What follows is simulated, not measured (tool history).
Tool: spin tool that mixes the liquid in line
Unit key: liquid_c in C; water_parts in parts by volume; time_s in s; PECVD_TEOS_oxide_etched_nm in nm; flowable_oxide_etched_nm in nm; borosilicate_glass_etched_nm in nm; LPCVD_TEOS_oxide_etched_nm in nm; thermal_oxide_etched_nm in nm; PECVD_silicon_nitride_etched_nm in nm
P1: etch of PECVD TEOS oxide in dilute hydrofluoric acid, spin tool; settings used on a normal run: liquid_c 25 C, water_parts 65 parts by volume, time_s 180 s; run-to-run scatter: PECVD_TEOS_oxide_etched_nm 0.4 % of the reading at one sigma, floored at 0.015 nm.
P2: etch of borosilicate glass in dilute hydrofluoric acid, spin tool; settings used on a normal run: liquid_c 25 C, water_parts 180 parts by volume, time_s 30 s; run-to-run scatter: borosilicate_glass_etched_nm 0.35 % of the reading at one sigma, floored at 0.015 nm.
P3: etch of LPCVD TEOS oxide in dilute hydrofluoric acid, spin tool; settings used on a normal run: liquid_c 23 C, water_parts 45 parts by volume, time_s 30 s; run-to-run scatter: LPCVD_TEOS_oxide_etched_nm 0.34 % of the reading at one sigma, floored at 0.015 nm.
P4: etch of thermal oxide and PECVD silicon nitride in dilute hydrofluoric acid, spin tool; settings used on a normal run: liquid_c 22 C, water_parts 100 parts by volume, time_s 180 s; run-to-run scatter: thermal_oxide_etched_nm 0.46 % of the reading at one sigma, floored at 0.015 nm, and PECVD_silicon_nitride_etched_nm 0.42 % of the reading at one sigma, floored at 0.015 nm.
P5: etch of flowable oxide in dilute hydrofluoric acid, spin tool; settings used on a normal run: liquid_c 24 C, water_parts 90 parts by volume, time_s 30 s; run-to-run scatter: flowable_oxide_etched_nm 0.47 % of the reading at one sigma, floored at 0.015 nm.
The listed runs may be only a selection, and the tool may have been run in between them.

run     day  process  liquid_c  water_parts  time_s  hours since the thermometer was replaced  hours since the hydrofluoric acid flow meter was replaced  PECVD_TEOS_oxide_etched_nm  flowable_oxide_etched_nm  borosilicate_glass_etched_nm  LPCVD_TEOS_oxide_etched_nm  thermal_oxide_etched_nm  PECVD_silicon_nitride_etched_nm
  1   0.196       P1        25           65     180                                       318                                                      827.6                       51.08
  2   0.483       P5        24           90      50                                     324.9                                                      834.5                                                12.523
  3   0.821       P1        25           65     180                                       333                                                      842.6                      50.858
  4   1.167       P1        25           65     270                                     341.3                                                      850.9                      76.666
  5   1.392       P2        25          180      15                                     346.7                                                      856.3                                                                               2.923
  6   1.729       P3        23           45      30                                     354.8                                                      864.4                                                                                                          27.497
  7   1.921       P1        25          105     305                                     359.4                                                        869                      50.306
  8   2.079       P1        30           65     330                                     363.2                                                      872.8                      112.92
  9   2.333       P2        18          180      30                                     369.3                                                      878.9                                                                              4.4826
 10   2.654       P1        25           65     180                                       377                                                      886.6                      50.915
 11   2.962       P1        32           65     180                                     384.4                                                        894                      67.008
 12   3.292       P4        22          100     345                                     392.3                                                      901.9                                                                                                                                    15.44                           9.6086
 13   3.471       P4      28.5          100     180                                     396.6                                                      906.2                                                                                                                                   10.452                           7.6747
 14   3.712       P2        25          180      30                                     402.4                                                        912                                                                              5.8382
 15   4.033       P1        25           65      35                                     410.1                                                      919.7                      9.8956
 16   4.358       P1        25           20     180                                     417.9                                                      927.5                      176.28
 17     4.7       P3        23           30      30                                     426.1                                                      935.7                                                                                                          42.176
 18   4.967       P3      31.5           45      30                                     432.5                                                      942.1                                                                                                            38.9
 19   5.246       P1        25           90     180                                     439.2                                                      948.8                      35.579
 20   5.571       P1        25           65     180                                       447                                                      956.6                      50.749
 21   5.729       P2        25          180      30                                     450.8                                                      960.4                                                                              5.8245
 22   6.054       P4        22          100     180                                     458.6                                                      968.2                                                                                                                                    8.111                           5.0229
 23   6.346       P4        22          170     180                                     465.6                                                      975.2                                                                                                                                   4.3851                           2.9587
 24   6.704       P5        24           20      30                                     474.2                                                      983.8                                                37.055
 25   6.867       P5        24           90      30                                     478.1                                                      987.7                                                7.4862
 26   7.158       P1        20           65      40                                     485.1                                                      994.7                      9.2901
 27   7.371       P2        25          290      30                                     490.2                                                      999.8                                                                              3.1726
 28   7.712       P5        17           90      30                                     498.4                                                       1008                                                5.6221
 29   7.929       P3        23           45      60                                     503.6                                                     1013.2                                                                                                          55.566
 30   8.233       P1        25           65     180                                     510.9                                                     1020.5                      50.817
 31   8.483       P4        22          100     180                                     516.9                                                     1026.5                                                                                                                                    8.098                           5.0133
 32   8.696       P1      21.5           65     180                                       522                                                     1031.6                      44.105
 33    8.95       P1        25           65     180                                     528.1                                                     1037.7                       51.08
 34   9.242       P1        25           65     180                                     535.1                                                     1044.7                      49.221
 35   9.454       P1        25           65     180                                     540.2                                                     1049.8                      49.131
 36    9.65       P1        25           65     180                                     544.9                                                     1054.5                      48.988
 37  10.008       P1        25           65     180                                     553.5                                                     1063.1                      48.343
 38  10.304       P1        25           65     180                                     560.6                                                     1070.2                      48.022
 39  10.642       P1        25           65     180                                     568.7                                                     1078.3                      47.895
 40  10.817       P1        25           65     180                                     572.9                                                     1082.5                      48.179
 41  11.075       P1        25           65     180                                     579.1                                                     1088.7                      48.044

P1 no longer gives what it gave before; its output has crept away from where it was. The following 2 causes, each at its listed size, fit the log equally well:
A: liquid colder than its thermometer reads (K) = 1.46
B: hydrofluoric acid flow below the setpoint (%) = 5.28
The creep began at about day 8.95.

Question marks stand in for the results of the 4 check runs listed below, each run on one wafer. Under which run would the listed causes show clearly different results?
check 1  11.333       P2        25          180      30                                                                                                                                                                                        ?
check 2  11.333       P3        23           45      30                                                                                                                                                                                                                    ?
check 3  11.333       P4        22          100     180                                                                                                                                                                                                                                             ?                                ?
check 4  11.333       P5        24           90      30                                                                                                                                                          ?

How each check would come out, cause by cause:
  check                           result    if A    if B
check 1     borosilicate_glass_etched_nm  5.5212  5.4612
check 2       LPCVD_TEOS_oxide_etched_nm  25.923  26.017
check 3          thermal_oxide_etched_nm  7.6381  7.6273
check 3  PECVD_silicon_nitride_etched_nm  4.5443  4.7543
check 4         flowable_oxide_etched_nm  7.0582  7.0451
Smallest distance between any two causes, each pair judged by its most separating result, in per cent: check 1 1.09 %; check 2 0.36 %; check 3 4.52 %; check 4 0.19 %
Of the check runs offered, only check 3 discriminates between the causes; the rest would read about the same regardless of which cause applies.

Then check 3 was run and gave: thermal_oxide_etched_nm 7.6833 nm; PECVD_silicon_nitride_etched_nm 4.7602 nm. Which cause is it?

The correct cause is B, namely: hydrofluoric acid flow below the setpoint (%).
